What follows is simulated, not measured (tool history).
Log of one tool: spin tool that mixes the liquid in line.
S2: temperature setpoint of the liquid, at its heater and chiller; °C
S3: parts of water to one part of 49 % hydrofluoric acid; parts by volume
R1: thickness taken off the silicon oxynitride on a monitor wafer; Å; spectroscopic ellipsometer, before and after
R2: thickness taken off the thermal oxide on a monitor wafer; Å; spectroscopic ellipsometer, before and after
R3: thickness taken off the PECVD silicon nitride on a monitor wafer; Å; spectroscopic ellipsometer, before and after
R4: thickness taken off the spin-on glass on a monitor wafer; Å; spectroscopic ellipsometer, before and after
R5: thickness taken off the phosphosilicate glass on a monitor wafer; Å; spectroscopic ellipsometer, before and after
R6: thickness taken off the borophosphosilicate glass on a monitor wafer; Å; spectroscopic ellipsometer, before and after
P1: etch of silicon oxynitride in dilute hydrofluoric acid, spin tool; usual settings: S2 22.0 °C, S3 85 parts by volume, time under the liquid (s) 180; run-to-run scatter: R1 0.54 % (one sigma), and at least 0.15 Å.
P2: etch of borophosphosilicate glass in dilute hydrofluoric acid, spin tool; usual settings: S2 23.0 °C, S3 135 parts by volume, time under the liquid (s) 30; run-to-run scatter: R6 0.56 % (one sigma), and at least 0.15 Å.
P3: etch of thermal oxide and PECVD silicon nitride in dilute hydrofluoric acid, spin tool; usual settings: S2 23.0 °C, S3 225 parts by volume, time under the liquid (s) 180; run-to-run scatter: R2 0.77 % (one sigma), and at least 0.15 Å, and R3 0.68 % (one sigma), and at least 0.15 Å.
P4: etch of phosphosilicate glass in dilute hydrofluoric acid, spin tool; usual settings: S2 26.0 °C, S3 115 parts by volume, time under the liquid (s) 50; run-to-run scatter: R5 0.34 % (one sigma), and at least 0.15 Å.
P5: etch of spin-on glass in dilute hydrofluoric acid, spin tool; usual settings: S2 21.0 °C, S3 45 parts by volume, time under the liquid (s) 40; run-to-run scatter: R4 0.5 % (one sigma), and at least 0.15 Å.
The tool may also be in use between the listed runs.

Run 1, hour 2.6: process that ran P1, S2 22.0 °C, S3 85 parts by volume, time under the liquid (s) 180. Result: R1 93.427 Å.
Run 2, hour 5.4: process that ran P3, S2 30.5 °C, S3 225 parts by volume, time under the liquid (s) 180. Result: R2 41.173 Å, R3 69.216 Å.
Run 3, hour 8.9: process that ran P1, S2 22.0 °C, S3 85 parts by volume, time under the liquid (s) 180. Result: R1 93.448 Å.
Run 4, hour 11.3: process that ran P1, S2 22.0 °C, S3 85 parts by volume, time under the liquid (s) 340. Result: R1 177.010 Å.
Run 5, hour 15.3: process that ran P5, S2 21.0 °C, S3 45 parts by volume, time under the liquid (s) 15. Result: R4 120.54 Å.
Run 6, hour 19.7: process that ran P1, S2 22.0 °C, S3 85 parts by volume, time under the liquid (s) 180. Result: R1 93.252 Å.
Run 7, hour 24.4: process that ran P5, S2 21.0 °C, S3 45 parts by volume, time under the liquid (s) 40. Result: R4 324.58 Å.
Run 8, hour 28.6: process that ran P1, S2 22.0 °C, S3 130 parts by volume, time under the liquid (s) 180. Result: R1 59.376 Å.
Run 9, hour 33.3: process that ran P1, S2 29.0 °C, S3 145 parts by volume, time under the liquid (s) 180. Result: R1 71.949 Å.
Run 10, hour 38.2: process that ran P4, S2 26.0 °C, S3 115 parts by volume, time under the liquid (s) 50. Result: R5 404.06 Å.
Run 11, hour 41.6: process that ran P4, S2 26.0 °C, S3 115 parts by volume, time under the liquid (s) 50. Result: R5 405.12 Å.
Run 12, hour 45.6: process that ran P1, S2 22.0 °C, S3 85 parts by volume, time under the liquid (s) 180. Result: R1 92.495 Å.
Run 13, hour 49.6: process that ran P1, S2 26.5 °C, S3 85 parts by volume, time under the liquid (s) 180. Result: R1 115.000 Å.
At hour 50.6: thermometer replaced.
Run 14, hour 52.5: process that ran P1, S2 17.5 °C, S3 85 parts by volume, time under the liquid (s) 180. Result: R1 74.801 Å.
Run 15, hour 56.7: process that ran P1, S2 22.0 °C, S3 85 parts by volume, time under the liquid (s) 70. Result: R1 36.928 Å.
Run 16, hour 59.0: process that ran P2, S2 23.0 °C, S3 135 parts by volume, time under the liquid (s) 30. Result: R6 92.485 Å.
Run 17, hour 62.4: process that ran P4, S2 19.0 °C, S3 115 parts by volume, time under the liquid (s) 50. Result: R5 307.23 Å.
Run 18, hour 65.5: process that ran P3, S2 23.0 °C, S3 225 parts by volume, time under the liquid (s) 180. Result: R2 32.236 Å, R3 43.108 Å.
Run 19, hour 70.3: process that ran P4, S2 26.0 °C, S3 25 parts by volume, time under the liquid (s) 50. Result: R5 2115.10 Å.
Run 20, hour 74.6: process that ran P2, S2 23.0 °C, S3 20 parts by volume, time under the liquid (s) 30. Result: R6 724.130 Å.
Run 21, hour 78.6: process that ran P2, S2 23.0 °C, S3 135 parts by volume, time under the liquid (s) 60. Result: R6 185.810 Å.
Run 22, hour 81.7: process that ran P5, S2 17.0 °C, S3 45 parts by volume, time under the liquid (s) 40. Result: R4 271.78 Å.
Run 23, hour 85.2: process that ran P2, S2 17.0 °C, S3 135 parts by volume, time under the liquid (s) 30. Result: R6 72.865 Å.
Run 24, hour 89.1: process that ran P3, S2 23.0 °C, S3 400 parts by volume, time under the liquid (s) 180. Result: R2 15.093 Å, R3 24.365 Å.
Run 25, hour 93.2: process that ran P1, S2 22.0 °C, S3 45 parts by volume, time under the liquid (s) 180. Result: R1 181.990 Å.
Run 26, hour 97.3: process that ran P4, S2 26.0 °C, S3 115 parts by volume, time under the liquid (s) 75. Result: R5 610.90 Å.
Run 27, hour 101.1: process that ran P3, S2 23.0 °C, S3 225 parts by volume, time under the liquid (s) 275. Result: R2 48.594 Å, R3 66.511 Å.
Run 28, hour 103.4: process that ran P5, S2 21.0 °C, S3 30 parts by volume, time under the liquid (s) 40. Result: R4 491.33 Å.
Run 29, hour 106.5: process that ran P1, S2 22.0 °C, S3 85 parts by volume, time under the liquid (s) 180. Result: R1 93.939 Å.
Run 30, hour 110.7: process that ran P1, S2 22.0 °C, S3 85 parts by volume, time under the liquid (s) 180. Result: R1 90.615 Å.
Run 31, hour 115.6: process that ran P1, S2 22.0 °C, S3 85 parts by volume, time under the liquid (s) 180. Result: R1 90.403 Å.
Run 32, hour 118.7: process that ran P1, S2 22.0 °C, S3 85 parts by volume, time under the liquid (s) 180. Result: R1 89.171 Å.
Run 33, hour 122.5: process that ran P1, S2 22.0 °C, S3 85 parts by volume, time under the liquid (s) 180. Result: R1 87.324 Å.
Run 34, hour 126.8: process that ran P1, S2 22.0 °C, S3 85 parts by volume, time under the liquid (s) 180. Result: R1 87.762 Å.
Run 35, hour 131.8: process that ran P1, S2 22.0 °C, S3 85 parts by volume, time under the liquid (s) 180. Result: R1 87.020 Å.
Run 36, hour 135.3: process that ran P1, S2 22.0 °C, S3 85 parts by volume, time under the liquid (s) 180. Result: R1 86.064 Å.
Run 37, hour 139.4: process that ran P1, S2 22.0 °C, S3 85 parts by volume, time under the liquid (s) 180. Result: R1 87.196 Å.
Run 38, hour 143.9: process that ran P1, S2 22.0 °C, S3 85 parts by volume, time under the liquid (s) 180. Result: R1 86.081 Å.
Run 39, hour 147.7: process that ran P1, S2 22.0 °C, S3 85 parts by volume, time under the liquid (s) 180. Result: R1 86.191 Å.

What P1 gives has crept away from where it was. These 2 causes fit the log equally well, each at the size given:
A: liquid colder than its thermometer reads (K) = 1.64
B: hydrofluoric acid flow below the setpoint (%) = 7.18
The creep began at about hour 106.5.

4 check runs are offered, each on 3 wafers whose results are averaged, their results left as question marks. Which one tells the causes apart?
Run check 1, hour 151.5: process that ran P5, S2 18.0 °C, S3 45 parts by volume, time under the liquid (s) 20. Result: R4 ?.
Run check 2, hour 151.5: process that ran P2, S2 17.5 °C, S3 40 parts by volume, time under the liquid (s) 30. Result: R6 ?.
Run check 3, hour 151.5: process that ran P4, S2 19.0 °C, S3 25 parts by volume, time under the liquid (s) 50. Result: R5 ?.
Run check 4, hour 151.5: process that ran P3, S2 29.5 °C, S3 225 parts by volume, time under the liquid (s) 180. Result: R2 ?, R3 ?.

What each check would give under each cause:
  check  result     if A     if B
check 1      R4   132.13   131.20
check 2      R6  258.280  256.750
check 3      R5  1455.50  1448.60
check 4      R2   38.027   36.598
check 4      R3   58.529   59.845
How far apart the two closest causes lie, in the result that separates them most: check 1 0.7 %; check 2 0.6 %; check 3 0.47 %; check 4 3.83 %
Only check 4 tells the causes apart: in the others they would give nearly the same result.

Then check 4 was run and gave: R2 36.587 Å; R3 59.832 Å. Which cause is it?

It is B: hydrofluoric acid flow below the setpoint (%).
